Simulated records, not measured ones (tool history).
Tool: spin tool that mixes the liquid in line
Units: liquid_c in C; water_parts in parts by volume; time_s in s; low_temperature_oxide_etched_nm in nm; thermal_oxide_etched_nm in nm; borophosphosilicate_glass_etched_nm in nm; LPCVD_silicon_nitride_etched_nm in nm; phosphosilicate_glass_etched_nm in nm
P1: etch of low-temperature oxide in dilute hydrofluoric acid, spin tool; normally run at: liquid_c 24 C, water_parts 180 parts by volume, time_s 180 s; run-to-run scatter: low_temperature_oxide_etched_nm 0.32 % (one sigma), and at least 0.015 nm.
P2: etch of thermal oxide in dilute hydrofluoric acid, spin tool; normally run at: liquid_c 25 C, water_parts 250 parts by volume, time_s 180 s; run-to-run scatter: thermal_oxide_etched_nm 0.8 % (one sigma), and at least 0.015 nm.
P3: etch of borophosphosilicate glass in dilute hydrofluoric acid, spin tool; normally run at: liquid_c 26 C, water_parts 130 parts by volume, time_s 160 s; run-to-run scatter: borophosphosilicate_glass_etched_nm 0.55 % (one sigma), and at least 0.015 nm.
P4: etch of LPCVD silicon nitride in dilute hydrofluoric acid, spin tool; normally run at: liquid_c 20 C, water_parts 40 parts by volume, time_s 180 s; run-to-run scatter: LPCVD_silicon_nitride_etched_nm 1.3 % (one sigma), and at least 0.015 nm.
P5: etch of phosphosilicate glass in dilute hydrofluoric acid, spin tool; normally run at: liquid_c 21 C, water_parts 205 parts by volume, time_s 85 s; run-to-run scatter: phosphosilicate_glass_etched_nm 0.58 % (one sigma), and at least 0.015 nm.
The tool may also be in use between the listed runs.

run	hour	process	liquid_c	water_parts	time_s	hours since the thermometer was replaced	hours since the hydrofluoric acid flow meter was replaced	low_temperature_oxide_etched_nm	thermal_oxide_etched_nm	borophosphosilicate_glass_etched_nm	LPCVD_silicon_nitride_etched_nm	phosphosilicate_glass_etched_nm
1	7.5	P1	24	180	180	1502.8	731.9	16.467				
2	17.3	P1	24	180	180	1512.6	741.7	16.307				
3	25.5	P1	17	180	180	1520.8	749.9	12.515				
4	35.8	P2	25	115	180	1531.1	760.2		7.1738			
5	48.6	P3	26	130	160	1543.9	773			58.073		
6	57.7	P1	24	55	180	1553	782.1	62.458				
7	69.9	P1	29.5	60	180	1565.2	794.3	70.828				
8	82	P4	20	40	20	1577.3	806.4				0.23429	
9	96.4	P4	17	40	180	1591.7	820.8				1.5097	
10	107.3	P1	24	330	180	1602.6	831.7	7.6791				
11	114.3	P3	22	130	160	1609.6	838.7			49.075		
12	129.1	P1	24	180	180	1624.4	853.5	16.399				
13	142.6	P5	26.5	205	85	1637.9	867					31.938
14	154.7	P1	24	180	180	1650	879.1	16.369				
15	167	P1	24	180	180	1662.3	891.4	16.343				
16	178.8	P2	25	250	270	1674.1	903.2		4.2187			
17	190.5	P1	18.5	270	180	1685.8	914.9	8.1305				
18	200.8	P1	24	180	180	1696.1	925.2	16.441				
19	214.8	P3	26	130	255	1710.1	939.2			92.25		
20	228.7	P1	31.5	180	180	1724	953.1	21.358				
21	235.9	P5	21	205	85	1731.2	960.3					25.909
22	246.6	P4	20	40	180	1741.9	971				1.8234	
23	261.3	P1	24	180	275	1756.6	985.7	25.006				
24	275.3	P2	19	250	180	1770.6	999.7		2.2427			
25	283.9	P1	24	180	45	1779.2	1008.3	4.0963				
26	291.1	P5	21	325	85	1786.4	1015.5					14.57
27	306.1	P2	25	250	180	1801.4	1030.5		2.8163			
28	313.2	P3	26	240	160	1808.5	1037.6			27.457		
29	319.8	P4	20	65	180	1815.1	1044.2				1.1172	
30	329.7	P2	25	250	180	1825	1054.1		2.7944			
31	340.4	P5	21	205	145	1835.7	1064.8					44.527
32	349.1	P1	24	180	180	1844.4	1073.5	16.372				
33	359.5	P1	24	180	180	1854.8	1083.9	17.001				
34	372.8	P1	24	180	180	1868.1	1097.2	17.435				
35	387	P1	24	180	180	1882.3	1111.4	17.605				
36	398.8	P1	24	180	180	1894.1	1123.2	17.84				
37	411.1	P1	24	180	180	1906.4	1135.5	17.715				
38	423.2	P1	24	180	180	1918.5	1147.6	17.758				
39	434.6	P1	24	180	180	1929.9	1159	17.942				

What P1 gives has crept away from where it was. These 2 causes fit the log equally well, each at the size given:
A: hydrofluoric acid flow above the setpoint (%) = 7.42
B: liquid hotter than its thermometer reads (K) = 2.31
The creep began at about hour 349.1.

4 check runs are offered, each on 2 wafers whose results are averaged, their results left as question marks. Which one tells the causes apart?
check 1	446	P5	21	205	85							?
check 2	446	P3	26	130	160					?		
check 3	446	P2	25	250	180				?			
check 4	446	P4	20	40	180						?	

What each check would give under each cause:
check	result	if A	if B
check 1	phosphosilicate_glass_etched_nm	28.197	28.226
check 2	borophosphosilicate_glass_etched_nm	62.809	63.069
check 3	thermal_oxide_etched_nm	3.0782	3.0502
check 4	LPCVD_silicon_nitride_etched_nm	1.945	2.1294
How far apart the two closest causes lie, in the result that separates them most: check 1 0.1 %; check 2 0.41 %; check 3 0.91 %; check 4 9.06 %
Check 4 tells the causes apart: in the others they would give nearly the same result.

Check 4 was then run and gave: LPCVD_silicon_nitride_etched_nm 1.9726 nm. Which cause is it?

It is A: hydrofluoric acid flow above the setpoint (%).
